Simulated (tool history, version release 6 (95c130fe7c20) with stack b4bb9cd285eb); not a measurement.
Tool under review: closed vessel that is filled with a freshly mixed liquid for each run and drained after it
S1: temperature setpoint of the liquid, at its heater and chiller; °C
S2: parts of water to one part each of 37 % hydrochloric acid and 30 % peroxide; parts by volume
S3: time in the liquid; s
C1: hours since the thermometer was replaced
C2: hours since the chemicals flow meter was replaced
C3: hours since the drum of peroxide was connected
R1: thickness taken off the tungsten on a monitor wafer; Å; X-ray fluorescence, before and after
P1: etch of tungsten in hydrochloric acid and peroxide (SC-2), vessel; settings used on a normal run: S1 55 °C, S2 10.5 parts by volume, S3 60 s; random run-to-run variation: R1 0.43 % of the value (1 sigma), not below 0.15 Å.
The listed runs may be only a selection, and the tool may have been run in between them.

run	hour	S1	S2	S3	C1	C2	C3	R1
1	11	55	10.5	60	1355.2	319.3	179	216.3
2	25	55	14	30	1369.2	333.3	193	82.656
3	33.7	55	10.5	60	1377.9	342	201.7	213.15
4	42.3	55	10.5	60	1386.5	350.6	210.3	214.52
5	48.8	55	18.5	60	1393	357.1	216.8	130.91
6	55.1	55	4	30	1399.3	363.4	223.1	223.95
# hour 61.9: thermometer replaced
7	65.5	55	10.5	60	3.6	373.8	233.5	213.28
8	77.2	55	10.5	60	15.3	385.5	245.2	214.12
9	90.5	55	10.5	30	28.6	398.8	258.5	106.52
10	104.2	38.5	10.5	60	42.3	412.5	272.2	69.217
11	116.6	55	10.5	115	54.7	424.9	284.6	412.26
12	129.6	69	10.5	60	67.7	437.9	297.6	508.79
13	144.1	55	4	60	82.2	452.4	312.1	445.28
14	158.3	55	10.5	60	96.4	466.6	326.3	213.21
15	165.8	55	10.5	60	103.9	474.1	333.8	206.42
16	177.7	55	10.5	60	115.8	486	345.7	198.52
17	188.5	55	10.5	60	126.6	496.8	356.5	198.69
18	196.2	55	10.5	60	134.3	504.5	364.2	195.85

The next listed run, before its measurement:
# hour 205.9: new drum of peroxide connected
19	206.5	55	10.5	60	144.6	514.8	0.6	?

For run 19 the tool returned R1 195.18 Å.
